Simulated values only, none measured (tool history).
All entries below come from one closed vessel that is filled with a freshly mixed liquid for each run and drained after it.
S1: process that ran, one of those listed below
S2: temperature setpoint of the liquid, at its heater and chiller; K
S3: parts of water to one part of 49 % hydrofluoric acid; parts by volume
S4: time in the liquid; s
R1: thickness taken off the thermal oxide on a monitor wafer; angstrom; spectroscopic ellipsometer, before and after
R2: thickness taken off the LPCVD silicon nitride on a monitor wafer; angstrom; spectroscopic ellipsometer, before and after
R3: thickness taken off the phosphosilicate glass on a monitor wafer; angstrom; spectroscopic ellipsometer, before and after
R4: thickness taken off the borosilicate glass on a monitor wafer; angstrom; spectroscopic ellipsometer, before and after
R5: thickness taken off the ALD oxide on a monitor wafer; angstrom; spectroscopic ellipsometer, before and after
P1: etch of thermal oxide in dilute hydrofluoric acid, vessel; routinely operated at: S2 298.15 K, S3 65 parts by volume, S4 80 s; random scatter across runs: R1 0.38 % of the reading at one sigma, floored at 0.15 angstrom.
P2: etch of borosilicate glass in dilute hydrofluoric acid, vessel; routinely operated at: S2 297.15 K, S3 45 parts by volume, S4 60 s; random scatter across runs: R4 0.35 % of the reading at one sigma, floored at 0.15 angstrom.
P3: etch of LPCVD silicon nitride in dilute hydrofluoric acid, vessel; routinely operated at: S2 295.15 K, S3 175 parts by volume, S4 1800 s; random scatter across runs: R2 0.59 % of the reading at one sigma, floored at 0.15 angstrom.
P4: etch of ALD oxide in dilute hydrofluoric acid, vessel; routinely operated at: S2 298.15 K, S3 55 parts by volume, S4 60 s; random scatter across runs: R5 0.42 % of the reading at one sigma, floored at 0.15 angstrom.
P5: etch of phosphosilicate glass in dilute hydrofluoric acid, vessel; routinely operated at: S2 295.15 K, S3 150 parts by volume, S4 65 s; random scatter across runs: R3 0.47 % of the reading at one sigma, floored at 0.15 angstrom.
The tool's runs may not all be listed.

Run 1, hour 9.6: S1 P1, S2 298.15 K, S3 65 parts by volume, S4 80 s. Result: R1 62.556 angstrom.
Run 2, hour 19.2: S1 P3, S2 295.15 K, S3 90 parts by volume, S4 1800 s. Result: R2 83.576 angstrom.
Run 3, hour 31.4: S1 P5, S2 295.15 K, S3 150 parts by volume, S4 65 s. Result: R3 260.72 angstrom.
Run 4, hour 40.8: S1 P1, S2 298.15 K, S3 110 parts by volume, S4 45 s. Result: R1 19.272 angstrom.
Run 5, hour 53.3: S1 P2, S2 297.15 K, S3 45 parts by volume, S4 60 s. Result: R4 418.44 angstrom.
Run 6, hour 62.6: S1 P2, S2 297.15 K, S3 20 parts by volume, S4 60 s. Result: R4 981.74 angstrom.
Run 7, hour 71.4: S1 P1, S2 302.65 K, S3 65 parts by volume, S4 80 s. Result: R1 74.686 angstrom.
Run 8, hour 82: S1 P1, S2 298.15 K, S3 65 parts by volume, S4 80 s. Result: R1 62.886 angstrom.
Run 9, hour 93.3: S1 P1, S2 298.15 K, S3 20 parts by volume, S4 80 s. Result: R1 216.27 angstrom.
Run 10, hour 110: S1 P1, S2 298.15 K, S3 65 parts by volume, S4 80 s. Result: R1 62.918 angstrom.
Run 11, hour 126.5: S1 P3, S2 301.15 K, S3 175 parts by volume, S4 1800 s. Result: R2 63.661 angstrom.
Run 12, hour 137.8: S1 P3, S2 295.15 K, S3 175 parts by volume, S4 1800 s. Result: R2 43.57 angstrom.
At hour 143.6: thermometer replaced.
Run 13, hour 149.6: S1 P4, S2 298.15 K, S3 55 parts by volume, S4 105 s. Result: R5 338.81 angstrom.
Run 14, hour 159: S1 P1, S2 298.15 K, S3 30 parts by volume, S4 155 s. Result: R1 275.55 angstrom.
Run 15, hour 169.7: S1 P1, S2 298.15 K, S3 100 parts by volume, S4 80 s. Result: R1 38.997 angstrom.
Run 16, hour 180.3: S1 P2, S2 290.15 K, S3 45 parts by volume, S4 60 s. Result: R4 312.91 angstrom.
Run 17, hour 192.1: S1 P2, S2 297.15 K, S3 45 parts by volume, S4 60 s. Result: R4 421.46 angstrom.
Run 18, hour 204.2: S1 P5, S2 290.15 K, S3 150 parts by volume, S4 65 s. Result: R3 211.57 angstrom.
Run 19, hour 219: S1 P1, S2 298.15 K, S3 65 parts by volume, S4 80 s. Result: R1 62.688 angstrom.
Run 20, hour 227.7: S1 P4, S2 298.15 K, S3 55 parts by volume, S4 60 s. Result: R5 192.47 angstrom.
Run 21, hour 238: S1 P1, S2 298.15 K, S3 65 parts by volume, S4 30 s. Result: R1 23.513 angstrom.
Run 22, hour 252.8: S1 P4, S2 305.15 K, S3 55 parts by volume, S4 60 s. Result: R5 256.93 angstrom.
Run 23, hour 267.4: S1 P3, S2 295.15 K, S3 175 parts by volume, S4 225 s. Result: R2 5.5451 angstrom.
Run 24, hour 278.9: S1 P1, S2 294.15 K, S3 65 parts by volume, S4 80 s. Result: R1 52.962 angstrom.
Run 25, hour 289.1: S1 P4, S2 298.15 K, S3 80 parts by volume, S4 60 s. Result: R5 127.13 angstrom.
Run 26, hour 296.9: S1 P1, S2 298.15 K, S3 65 parts by volume, S4 145 s. Result: R1 112.82 angstrom.

For run 27, what comes out?
Run 27, hour 304.6: S1 P5, S2 295.15 K, S3 35 parts by volume, S4 65 s. Result: R3 ?.

R3: 1268.8 angstrom

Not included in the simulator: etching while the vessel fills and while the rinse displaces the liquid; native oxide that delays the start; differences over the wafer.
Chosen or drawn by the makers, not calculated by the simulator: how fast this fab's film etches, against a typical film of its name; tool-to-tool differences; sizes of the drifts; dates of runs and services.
